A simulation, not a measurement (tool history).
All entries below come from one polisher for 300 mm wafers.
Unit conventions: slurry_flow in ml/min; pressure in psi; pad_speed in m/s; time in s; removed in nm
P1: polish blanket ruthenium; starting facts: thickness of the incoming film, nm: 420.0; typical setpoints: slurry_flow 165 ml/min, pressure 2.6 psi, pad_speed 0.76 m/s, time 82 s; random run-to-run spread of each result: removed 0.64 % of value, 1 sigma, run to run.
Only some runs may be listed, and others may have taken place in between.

run,hour,slurry_flow,pressure,pad_speed,time,wafers polished on this pad,hours since the slurry nozzle was cleaned,hours since the head pressure was calibrated,removed
1,8.8,165,2.6,0.76,82,298,420.7,118.6,93.870
2,15.1,165,2.6,0.76,82,362,427.0,124.9,91.895
3,21.2,165,2.6,0.76,124,423,433.1,131.0,139.250
4,29.6,165,2.6,0.76,39,508,441.5,139.4,44.227
5,37.1,165,2.6,1.14,82,583,449.0,146.9,139.810
6,42.9,250,2.6,0.76,82,642,454.8,152.7,99.110
7,51.6,165,2.6,0.76,82,730,463.5,161.4,93.989
8,57.6,165,2.6,0.76,82,790,469.5,167.4,93.571
9,62.9,115,2.6,0.76,111,843,474.8,172.7,117.150
10,69.0,165,3.5,0.76,82,905,480.9,178.8,125.780
11,77.5,110,2.6,1.06,82,990,489.4,187.3,120.270
# hour 82.8: worn pad replaced by a new one
12,84.3,165,2.6,0.76,82,15,496.2,194.1,92.313
13,92.2,165,2.6,0.76,82,94,504.1,202.0,92.617
14,99.9,165,2.6,0.76,82,172,511.8,209.7,93.168
15,105.4,120,2.6,0.76,82,227,517.3,215.2,88.270
16,114.3,165,1.4,0.76,82,317,526.2,224.1,50.097
17,118.2,165,2.6,0.42,82,356,530.1,228.0,51.693

For run 18, what comes out?
18,126.9,165,2.6,0.76,82,444,538.8,236.7,?

Run 18 produced removed 92.917 nm.

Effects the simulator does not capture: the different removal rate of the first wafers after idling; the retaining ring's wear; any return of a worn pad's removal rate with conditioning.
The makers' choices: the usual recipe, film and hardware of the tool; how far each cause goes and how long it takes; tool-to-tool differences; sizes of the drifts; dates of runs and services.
